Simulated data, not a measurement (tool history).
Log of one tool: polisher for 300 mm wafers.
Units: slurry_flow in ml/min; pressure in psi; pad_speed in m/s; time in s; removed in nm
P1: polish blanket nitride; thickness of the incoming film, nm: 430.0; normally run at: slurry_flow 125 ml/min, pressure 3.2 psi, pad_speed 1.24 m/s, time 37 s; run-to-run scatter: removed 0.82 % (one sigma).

{"run": 1, "hour": 10.7, "slurry_flow": 125, "pressure": 3.2, "pad_speed": 1.24, "time": 37, "removed": 81.209}
{"run": 2, "hour": 16.8, "slurry_flow": 160, "pressure": 3.2, "pad_speed": 0.56, "time": 37, "removed": 45.515}
{"run": 3, "hour": 26.4, "slurry_flow": 125, "pressure": 4, "pad_speed": 1.24, "time": 37, "removed": 103.43}
{"run": 4, "hour": 37.7, "slurry_flow": 125, "pressure": 3.2, "pad_speed": 1.24, "time": 37, "removed": 81.333}
{"run": 5, "hour": 46.5, "slurry_flow": 125, "pressure": 3.2, "pad_speed": 1.24, "time": 18, "removed": 39.844}
{"run": 6, "hour": 57.5, "slurry_flow": 185, "pressure": 3.2, "pad_speed": 1.24, "time": 37, "removed": 87.185}
{"run": 7, "hour": 69.1, "slurry_flow": 75, "pressure": 3.2, "pad_speed": 1.24, "time": 37, "removed": 72.428}
{"run": 8, "hour": 80.3, "slurry_flow": 125, "pressure": 3.2, "pad_speed": 1.24, "time": 37, "removed": 81.864}
{"run": 9, "hour": 91.7, "slurry_flow": 125, "pressure": 3.2, "pad_speed": 1.24, "time": 54, "removed": 118.9}
{"run": 10, "hour": 98.0, "slurry_flow": 125, "pressure": 3.2, "pad_speed": 1.24, "time": 37, "removed": 82.429}
{"run": 11, "hour": 109.1, "slurry_flow": 125, "pressure": 3.2, "pad_speed": 1.24, "time": 37, "removed": 82.168}
{"run": 12, "hour": 116.5, "slurry_flow": 125, "pressure": 2.1, "pad_speed": 1.24, "time": 37, "removed": 53.577}
{"run": 13, "hour": 125.5, "slurry_flow": 125, "pressure": 3.2, "pad_speed": 1.96, "time": 37, "removed": 117.83}
{"run": 14, "hour": 130.9, "slurry_flow": 125, "pressure": 3.2, "pad_speed": 0.56, "time": 37, "removed": 42.942}
{"run": 15, "hour": 137.2, "slurry_flow": 195, "pressure": 3.2, "pad_speed": 1.24, "time": 24, "removed": 57.253}
{"run": 16, "hour": 142.8, "slurry_flow": 125, "pressure": 3.2, "pad_speed": 1.24, "time": 37, "removed": 82.592}
{"run": 17, "hour": 153.8, "slurry_flow": 125, "pressure": 3.2, "pad_speed": 1.24, "time": 37, "removed": 78.015}
{"run": 18, "hour": 162.0, "slurry_flow": 125, "pressure": 3.2, "pad_speed": 1.24, "time": 37, "removed": 77.809}
{"hour": 165.5, "done": "head pressure recalibrated"}
{"run": 19, "hour": 167.3, "slurry_flow": 125, "pressure": 3.2, "pad_speed": 1.24, "time": 37, "removed": 76.038}
{"run": 20, "hour": 174.8, "slurry_flow": 125, "pressure": 3.2, "pad_speed": 1.24, "time": 37, "removed": 74.538}
{"run": 21, "hour": 183.5, "slurry_flow": 125, "pressure": 3.2, "pad_speed": 1.24, "time": 37, "removed": 74.536}
{"run": 22, "hour": 192.9, "slurry_flow": 125, "pressure": 3.2, "pad_speed": 1.24, "time": 37, "removed": 73.612}
{"run": 23, "hour": 199.1, "slurry_flow": 125, "pressure": 3.2, "pad_speed": 1.24, "time": 37, "removed": 74.274}
{"run": 24, "hour": 206.3, "slurry_flow": 125, "pressure": 3.2, "pad_speed": 1.24, "time": 37, "removed": 75.058}

What P1 gives has crept away from where it was. These 2 causes fit the log equally well, each at the size given:
A: slurry flow missing at the pad, % = 33.3
B: removal rate lost through wear of the pad, % = 9.51
The creep began at about hour 142.8.
Why every other cause is out:
head's pressure below its setpoint, %: serviced at hour 165.5, which brought nothing back

4 check runs are offered, each on 5 wafers whose results are averaged, their results left as question marks. Which one tells the causes apart?
{"run": "check 1", "hour": 213.5, "slurry_flow": 125, "pressure": 3.2, "pad_speed": 1.94, "time": 37, "removed": "?"}
{"run": "check 2", "hour": 213.5, "slurry_flow": 125, "pressure": 3.8, "pad_speed": 1.24, "time": 37, "removed": "?"}
{"run": "check 3", "hour": 213.5, "slurry_flow": 95, "pressure": 3.2, "pad_speed": 1.24, "time": 37, "removed": "?"}
{"run": "check 4", "hour": 213.5, "slurry_flow": 125, "pressure": 3.9, "pad_speed": 0.64, "time": 37, "removed": "?"}

What each check would give under each cause:
check=check_1 result=removed if_A=105.95 if_B=105.93
check=check_2 result=removed if_A=87.948 if_B=87.929
check=check_3 result=removed if_A=67.669 if_B=69.482
check=check_4 result=removed if_A=53.176 if_B=53.164
How far apart the two closest causes lie, in the result that separates them most: check 1 0.02 %; check 2 0.02 %; check 3 2.64 %; check 4 0.02 %
Check 3 tells the causes apart: in the others they would give nearly the same result.

Check 3 was then run and gave: removed 67.352 nm. Which cause is it?

It is A: slurry flow missing at the pad, %.
